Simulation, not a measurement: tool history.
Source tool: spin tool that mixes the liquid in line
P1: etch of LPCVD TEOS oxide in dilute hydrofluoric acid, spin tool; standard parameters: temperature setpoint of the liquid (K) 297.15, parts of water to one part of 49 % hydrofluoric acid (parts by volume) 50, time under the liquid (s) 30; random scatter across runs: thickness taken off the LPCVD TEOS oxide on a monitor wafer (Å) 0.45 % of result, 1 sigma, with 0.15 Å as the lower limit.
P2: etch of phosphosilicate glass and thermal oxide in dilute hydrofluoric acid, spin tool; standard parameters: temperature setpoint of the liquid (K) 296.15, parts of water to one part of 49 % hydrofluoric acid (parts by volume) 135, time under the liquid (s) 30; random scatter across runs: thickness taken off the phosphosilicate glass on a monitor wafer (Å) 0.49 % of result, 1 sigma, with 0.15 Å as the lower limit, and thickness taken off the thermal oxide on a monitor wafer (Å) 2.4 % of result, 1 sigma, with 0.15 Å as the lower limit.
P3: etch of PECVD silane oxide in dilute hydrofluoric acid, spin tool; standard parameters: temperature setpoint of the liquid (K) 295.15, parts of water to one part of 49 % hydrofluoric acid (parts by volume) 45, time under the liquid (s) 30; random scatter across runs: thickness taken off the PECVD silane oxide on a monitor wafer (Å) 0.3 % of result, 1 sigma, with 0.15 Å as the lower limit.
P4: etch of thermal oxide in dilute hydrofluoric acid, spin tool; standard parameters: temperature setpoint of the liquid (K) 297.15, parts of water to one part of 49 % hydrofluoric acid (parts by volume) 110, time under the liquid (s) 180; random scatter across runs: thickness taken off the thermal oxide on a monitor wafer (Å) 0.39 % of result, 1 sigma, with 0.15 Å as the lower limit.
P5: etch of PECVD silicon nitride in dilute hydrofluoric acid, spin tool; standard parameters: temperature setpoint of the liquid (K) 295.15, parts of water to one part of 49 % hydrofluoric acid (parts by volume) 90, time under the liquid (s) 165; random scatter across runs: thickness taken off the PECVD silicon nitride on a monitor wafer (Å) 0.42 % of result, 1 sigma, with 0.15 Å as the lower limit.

run     day  process that ran  temperature setpoint of the liquid (K)  parts of water to one part of 49 % hydrofluoric acid (parts by volume)  time under the liquid (s)  hours since the thermometer was replaced  hours since the hydrofluoric acid flow meter was replaced  thickness taken off the LPCVD TEOS oxide on a monitor wafer (Å)  thickness taken off the PECVD silicon nitride on a monitor wafer (Å)  thickness taken off the phosphosilicate glass on a monitor wafer (Å)  thickness taken off the thermal oxide on a monitor wafer (Å)  thickness taken off the PECVD silane oxide on a monitor wafer (Å)
  1   0.679                P1                                  297.15                                                                      50                         30                                     166.3                                                      999.4                                                           206.01
  2   1.254                P5                                  301.65                                                                      90                        165                                     180.1                                                     1013.2                                                                                                                                125.880
  3   1.942                P1                                  297.15                                                                      50                         30                                     196.6                                                     1029.7                                                           207.98
  4   2.288                P2                                  296.15                                                                     135                         30                                     204.9                                                     1038.0                                                                                                                                                                                                       219.77                                                        8.9631
  5   2.925                P2                                  291.65                                                                     135                         30                                     220.2                                                     1053.3                                                                                                                                                                                                       185.84                                                        7.9269
  6   3.292                P1                                  297.15                                                                      50                         15                                     229.0                                                     1062.1                                                           103.83
  7   3.792                P5                                  295.15                                                                      90                        255                                     241.0                                                     1074.1                                                                                                                                127.970
  8   4.258                P1                                  293.65                                                                      50                         30                                     252.2                                                     1085.3                                                           180.02
  9   4.696                P4                                  297.15                                                                     110                        180                                     262.7                                                     1095.8                                                                                                                                                                                                                                                                    75.2130
 10   5.008                P1                                  297.15                                                                      80                         30                                     270.2                                                     1103.3                                                           124.71
 11   5.529                P1                                  297.15                                                                      50                         30                                     282.7                                                     1115.8                                                           206.89
 12   5.983                P3                                  290.15                                                                      45                         30                                     293.6                                                     1126.7                                                                                                                                                                                                                                                                                                                                        120.79
 13   6.433                P1                                  297.15                                                                      50                         30                                     304.4                                                     1137.5                                                           206.75
 14   6.921                P1                                  297.15                                                                      50                         55                                     316.1                                                     1149.2                                                           380.26
      7.033  -- hydrofluoric acid flow meter replaced
 15   7.421                P5                                  295.15                                                                      90                        165                                     328.1                                                        9.4                                                                                                                                 82.595
 16   8.075                P1                                  297.15                                                                      50                         30                                     343.8                                                       25.1                                                           207.51
 17   8.458                P5                                  295.15                                                                     135                        165                                     353.0                                                       34.3                                                                                                                                 55.879
 18   8.804                P1                                  297.15                                                                      20                         45                                     361.3                                                       42.6                                                           806.76
 19   9.333                P4                                  297.15                                                                     110                        345                                     374.0                                                       55.3                                                                                                                                                                                                                                                                   144.3900
 20  10.004                P1                                  301.15                                                                      50                         30                                     390.1                                                       71.4                                                           243.69
 21  10.312                P4                                  297.15                                                                     110                        180                                     397.5                                                       78.8                                                                                                                                                                                                                                                                    75.4090
 22  10.871                P2                                  296.15                                                                     135                         45                                     410.9                                                       92.2                                                                                                                                                                                                       329.86                                                       13.5360
 23  11.433                P3                                  295.15                                                                      45                         60                                     424.4                                                      105.7                                                                                                                                                                                                                                                                                                                                        300.35
 24  11.754                P1                                  297.15                                                                      20                         30                                     432.1                                                      113.4                                                           542.21
 25  12.212                P4                                  290.15                                                                     110                        180                                     443.1                                                      124.4                                                                                                                                                                                                                                                                    56.1720
 26  12.817                P2                                  296.15                                                                     200                         30                                     457.6                                                      138.9                                                                                                                                                                                                       139.73                                                        5.7992
 27  13.208                P4                                  297.15                                                                      20                        180                                     467.0                                                      148.3                                                                                                                                                                                                                                                                   463.8400
 28  13.588                P3                                  295.15                                                                      45                         30                                     476.1                                                      157.4                                                                                                                                                                                                                                                                                                                                        149.95
 29  13.929                P3                                  295.15                                                                      65                         30                                     484.3                                                      165.6                                                                                                                                                                                                                                                                                                                                        100.73
 30  14.288                P1                                  297.15                                                                      50                         30                                     492.9                                                      174.2                                                           206.47
 31  14.767                P1                                  297.15                                                                      50                         30                                     504.4                                                      185.7                                                           207.56
 32  15.417                P1                                  297.15                                                                      50                         30                                     520.0                                                      201.3                                                           201.97
 33  15.829                P1                                  297.15                                                                      50                         30                                     529.9                                                      211.2                                                           200.42
 34  16.154                P1                                  297.15                                                                      50                         30                                     537.7                                                      219.0                                                           199.66
 35  16.692                P1                                  297.15                                                                      50                         30                                     550.6                                                      231.9                                                           196.62
 36  17.200                P1                                  297.15                                                                      50                         30                                     562.8                                                      244.1                                                           196.41
 37  17.512                P1                                  297.15                                                                      50                         30                                     570.3                                                      251.6                                                           196.37
 38  17.829                P1                                  297.15                                                                      50                         30                                     577.9                                                      259.2                                                           196.57
 39  18.396                P1                                  297.15                                                                      50                         30                                     591.5                                                      272.8                                                           195.78
 40  19.021                P1                                  297.15                                                                      50                         30                                     606.5                                                      287.8                                                           194.72
 41  19.358                P1                                  297.15                                                                      50                         30                                     614.6                                                      295.9                                                           195.79
 42  19.679                P1                                  297.15                                                                      50                         30                                     622.3                                                      303.6                                                           195.74

The output of P1 has drifted from where it used to be. Each of the 2 causes below, taken at the size shown beside it, accounts for the log equally well:
A: liquid colder than its thermometer reads (K) = 1.47
B: hydrofluoric acid flow below the setpoint (%) = 5.53
The onset of the drift is placed at about day 14.767.

Each of the 4 check runs below uses one wafer; its results are left as question marks. Which run tells the causes apart?
check 1  20.000                P5                                  295.15                                                                     120                        245                                                                                                                                                                                                                                           ?
check 2  20.000                P2                                  292.15                                                                     135                         30                                                                                                                                                                                                                                                                                                                 ?                                                             ?
check 3  20.000                P3                                  290.15                                                                      60                         30                                                                                                                                                                                                                                                                                                                                                                                                                                                  ?
check 4  20.000                P4                                  297.15                                                                      25                        345                                                                                                                                                                                                                                                                                                                                                                               ?

What each check would give under each cause:
  check                                                                result      if A      if B
check 1  thickness taken off the PECVD silicon nitride on a monitor wafer (Å)    84.086    87.732
check 2  thickness taken off the phosphosilicate glass on a monitor wafer (Å)    177.92    177.03
check 2          thickness taken off the thermal oxide on a monitor wafer (Å)    7.4163    7.3795
check 3     thickness taken off the PECVD silane oxide on a monitor wafer (Å)    83.424    83.690
check 4          thickness taken off the thermal oxide on a monitor wafer (Å)  665.5900  667.8500
Distance between the nearest two causes, measured in the result of the check that separates them most: check 1 4.24 %; check 2 0.5 %; check 3 0.32 %; check 4 0.34 %
Only check 1 tells the causes apart: in the others they would give nearly the same result.

Running check 1 produced the following: thickness taken off the PECVD silicon nitride on a monitor wafer (Å) 84.506. Which one of the listed causes fits?

Of the candidate causes, it is A: liquid colder than its thermometer reads (K).
